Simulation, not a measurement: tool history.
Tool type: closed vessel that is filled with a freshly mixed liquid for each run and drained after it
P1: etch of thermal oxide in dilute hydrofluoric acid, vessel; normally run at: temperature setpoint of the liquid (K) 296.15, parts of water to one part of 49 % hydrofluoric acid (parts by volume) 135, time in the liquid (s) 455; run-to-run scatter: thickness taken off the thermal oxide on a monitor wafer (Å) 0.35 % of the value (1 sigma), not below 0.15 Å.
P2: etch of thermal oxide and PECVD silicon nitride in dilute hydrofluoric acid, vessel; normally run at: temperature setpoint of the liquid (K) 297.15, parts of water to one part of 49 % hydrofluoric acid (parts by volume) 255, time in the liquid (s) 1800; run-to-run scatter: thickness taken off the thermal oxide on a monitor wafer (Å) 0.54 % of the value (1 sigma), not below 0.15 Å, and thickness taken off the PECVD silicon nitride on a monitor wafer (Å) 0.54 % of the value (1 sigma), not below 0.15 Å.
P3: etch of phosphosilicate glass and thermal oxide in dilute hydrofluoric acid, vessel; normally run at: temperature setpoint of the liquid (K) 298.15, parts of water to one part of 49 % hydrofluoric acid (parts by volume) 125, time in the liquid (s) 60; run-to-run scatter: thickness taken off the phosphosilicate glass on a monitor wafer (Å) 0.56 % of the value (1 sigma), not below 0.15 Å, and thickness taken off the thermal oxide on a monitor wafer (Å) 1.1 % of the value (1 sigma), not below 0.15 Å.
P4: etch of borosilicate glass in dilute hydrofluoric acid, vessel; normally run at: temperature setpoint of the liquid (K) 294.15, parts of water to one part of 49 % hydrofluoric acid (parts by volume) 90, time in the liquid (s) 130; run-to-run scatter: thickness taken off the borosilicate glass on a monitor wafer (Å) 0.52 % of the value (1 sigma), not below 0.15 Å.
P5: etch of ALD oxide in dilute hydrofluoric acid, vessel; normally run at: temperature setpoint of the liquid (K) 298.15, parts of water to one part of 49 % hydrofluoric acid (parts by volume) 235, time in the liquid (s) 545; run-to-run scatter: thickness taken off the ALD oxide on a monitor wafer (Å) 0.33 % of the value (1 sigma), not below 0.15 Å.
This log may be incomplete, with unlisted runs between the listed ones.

run,hour,process that ran,temperature setpoint of the liquid (K),parts of water to one part of 49 % hydrofluoric acid (parts by volume),time in the liquid (s),hours since the thermometer was replaced,hours since the hydrofluoric acid flow meter was replaced,thickness taken off the thermal oxide on a monitor wafer (Å),thickness taken off the borosilicate glass on a monitor wafer (Å),thickness taken off the phosphosilicate glass on a monitor wafer (Å),thickness taken off the PECVD silicon nitride on a monitor wafer (Å),thickness taken off the ALD oxide on a monitor wafer (Å)
1,16.2,P1,296.15,135,455,323.2,184.9,156.300,,,,
2,34.0,P1,296.15,135,125,341.0,202.7,42.524,,,,
3,52.8,P4,300.65,90,130,359.8,221.5,,403.130,,,
4,65.1,P3,298.15,125,115,372.1,233.8,44.239,,737.94,,
5,81.3,P2,297.15,465,1800,388.3,250.0,130.630,,,83.658,
6,98.2,P1,296.15,135,455,405.2,266.9,156.190,,,,
7,108.0,P2,297.15,255,1800,415.0,276.7,291.020,,,152.070,
8,119.3,P5,298.15,235,245,426.3,288.0,,,,,100.81
9,131.7,P5,304.65,235,545,438.7,300.4,,,,,280.06
10,141.3,P1,296.15,30,455,448.3,310.0,792.160,,,,
11,159.0,P4,294.15,90,30,466.0,327.7,,71.814,,,
12,177.7,P1,290.65,135,80,484.7,346.4,22.000,,,,
13,188.8,P4,294.15,155,130,495.8,357.5,,168.050,,,
14,198.9,P3,290.15,125,60,505.9,367.6,16.846,,283.39,,
15,214.3,P5,298.15,235,545,521.3,383.0,,,,,224.56
16,224.8,P1,296.15,235,455,531.8,393.5,80.275,,,,
17,236.8,P2,297.15,255,1800,543.8,405.5,287.050,,,151.270,
18,248.6,P2,297.15,255,880,555.6,417.3,142.350,,,74.077,
19,258.8,P2,302.65,255,1800,565.8,427.5,351.910,,,211.910,
20,274.0,P1,296.15,135,455,581.0,442.7,156.290,,,,
21,289.4,P1,296.15,135,455,596.4,458.1,155.670,,,,
22,303.9,P5,298.15,235,545,610.9,472.6,,,,,224.68
23,318.0,P3,298.15,125,60,625.0,486.7,23.217,,384.93,,
24,327.6,P3,298.15,125,60,634.6,496.3,23.096,,381.95,,
25,346.0,P1,296.15,135,455,653.0,514.7,155.820,,,,
26,364.3,P4,294.15,90,130,671.3,533.0,,312.130,,,
27,380.7,P1,296.15,135,840,687.7,549.4,289.740,,,,
28,392.3,P5,298.15,85,545,699.3,561.0,,,,,739.67
29,405.6,P1,296.15,135,455,712.6,574.3,156.210,,,,
30,420.9,P3,298.15,65,60,727.9,589.6,49.046,,802.02,,
31,434.9,P1,302.65,135,455,741.9,603.6,198.220,,,,
32,445.0,P1,290.65,135,455,752.0,613.7,124.700,,,,
33,456.1,P1,296.15,135,455,763.1,624.8,156.260,,,,
34,473.6,P1,296.15,135,455,780.6,642.3,153.530,,,,
35,487.8,P1,296.15,135,455,794.8,656.5,151.290,,,,
36,502.2,P1,296.15,135,455,809.2,670.9,150.680,,,,
37,513.0,P1,296.15,135,455,820.0,681.7,148.730,,,,
38,528.8,P1,296.15,135,455,835.8,697.5,148.150,,,,
39,547.0,P1,296.15,135,455,854.0,715.7,147.670,,,,
40,563.8,P1,296.15,135,455,870.8,732.5,148.120,,,,

Run 41 comes next. What will it give?
41,575.9,P1,296.15,135,455,882.9,744.6,?,,,,

{"run 41": {"thickness taken off the thermal oxide on a monitor wafer (Å)": 147.95}}
